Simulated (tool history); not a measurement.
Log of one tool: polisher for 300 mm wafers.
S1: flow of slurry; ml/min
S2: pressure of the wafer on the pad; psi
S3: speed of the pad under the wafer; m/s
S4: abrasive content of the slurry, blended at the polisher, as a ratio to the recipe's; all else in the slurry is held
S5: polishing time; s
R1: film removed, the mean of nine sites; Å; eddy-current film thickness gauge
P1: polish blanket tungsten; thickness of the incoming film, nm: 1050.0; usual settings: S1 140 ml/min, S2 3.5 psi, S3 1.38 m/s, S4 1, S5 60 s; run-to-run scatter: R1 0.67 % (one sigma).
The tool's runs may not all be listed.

run    day   S1   S2    S3    S4  S5      R1
  1  0.262  140  3.5  1.38     1  60  3207.3
  2  0.504  140  3.5  1.38     1  60  3151.9
  3  0.688  140  1.8  1.38     1  60  1634.2
  4  0.962   85  3.5  1.38  0.75  60  2674.8
  5  1.121  140  3.5  1.78     1  60  4108.2
  6   1.35  140  5.3  1.38     1  60  4801.6
  7  1.667  140  3.5  1.38  1.45  60    3476
  8  1.833  205  3.5  1.38     1  46  2587.5
  9  2.088  140  3.5  0.92     1  76    2731
 10   2.25  220  3.5  1.38     1  60  3415.1
 11  2.508  140  3.5  1.38     1  60  3196.7
 12  2.729  140  3.5  1.38   0.5  60  2695.3
 13  2.996  140  3.5  0.62     1  60  1438.1
 14  3.217  140  3.5  1.38     1  60  3212.5
 15  3.496   85  3.5  1.38     1  60  2866.7
     3.546  -- slurry blender recalibrated
 16  3.683  140  3.5  1.38     1  32  1683.3
 17  4.021  140  3.5  1.38     1  60    3175
 18  4.279  140  3.5  1.38     1  83  4436.8
 19  4.604  140  3.5  1.38     1  60  3203.2
 20  4.754  140  3.5  1.38     1  60  3126.1
 21  4.933  140  3.5  1.38     1  60  3047.3
 22  5.154  140  3.5  1.38     1  60  3026.3
 23  5.429  140  3.5  1.38     1  60  2950.9
 24  5.625  140  3.5  1.38     1  60  2954.5
     5.738  -- worn pad replaced by a new one
 25  5.846  140  3.5  1.38     1  60    2926
     6.096  -- slurry tank refilled with fresh slurry and peroxide
 26  6.146  140  3.5  1.38     1  60  2864.4
     6.258  -- slurry blender recalibrated
 27  6.325  140  3.5  1.38     1  60    2929
 28  6.488  140  3.5  1.38     1  60    2894
 29   6.65  140  3.5  1.38     1  60  2892.9
 30  6.838  140  3.5  1.38     1  60  2881.8

What P1 gives has crept away from where it was. These 2 causes fit the log equally well, each at the size given:
A: head's pressure below its setpoint, % = 9.3
B: slurry flow missing at the pad, % = 35.2
The creep began at about day 4.604.
Why every other cause is out:
removal rate lost through wear of the pad, %: serviced at day 5.738, which brought nothing back
abrasive missing from the slurry, %: serviced at day 6.258, which brought nothing back
peroxide lost from the slurry, %: serviced at day 6.096, which brought nothing back

4 check runs are offered, each on 3 wafers whose results are averaged, their results left as question marks. Which one tells the causes apart?
check 1  7.025  220  3.5  1.38     1  60   ?
check 2  7.025  140  3.5  1.38  1.45  60   ?
check 3  7.025  140  2.1  0.92     1  60   ?
check 4  7.025  140  3.5  0.72     1  60   ?

What each check would give under each cause:
  check  result    if A    if B
check 1      R1  3100.2  3204.5
check 2      R1  3167.9  3168.1
check 3      R1  1158.8  1158.8
check 4      R1  1511.4  1511.5
How far apart the two closest causes lie, in the result that separates them most: check 1 3.31 %; check 2 0.01 %; check 3 0.01 %; check 4 0.01 %
Check 1 tells the causes apart: in the others they would give nearly the same result.

Then check 1 was run and gave: R1 3102.8 Å. Which cause is it?

It is A: head's pressure below its setpoint, %.

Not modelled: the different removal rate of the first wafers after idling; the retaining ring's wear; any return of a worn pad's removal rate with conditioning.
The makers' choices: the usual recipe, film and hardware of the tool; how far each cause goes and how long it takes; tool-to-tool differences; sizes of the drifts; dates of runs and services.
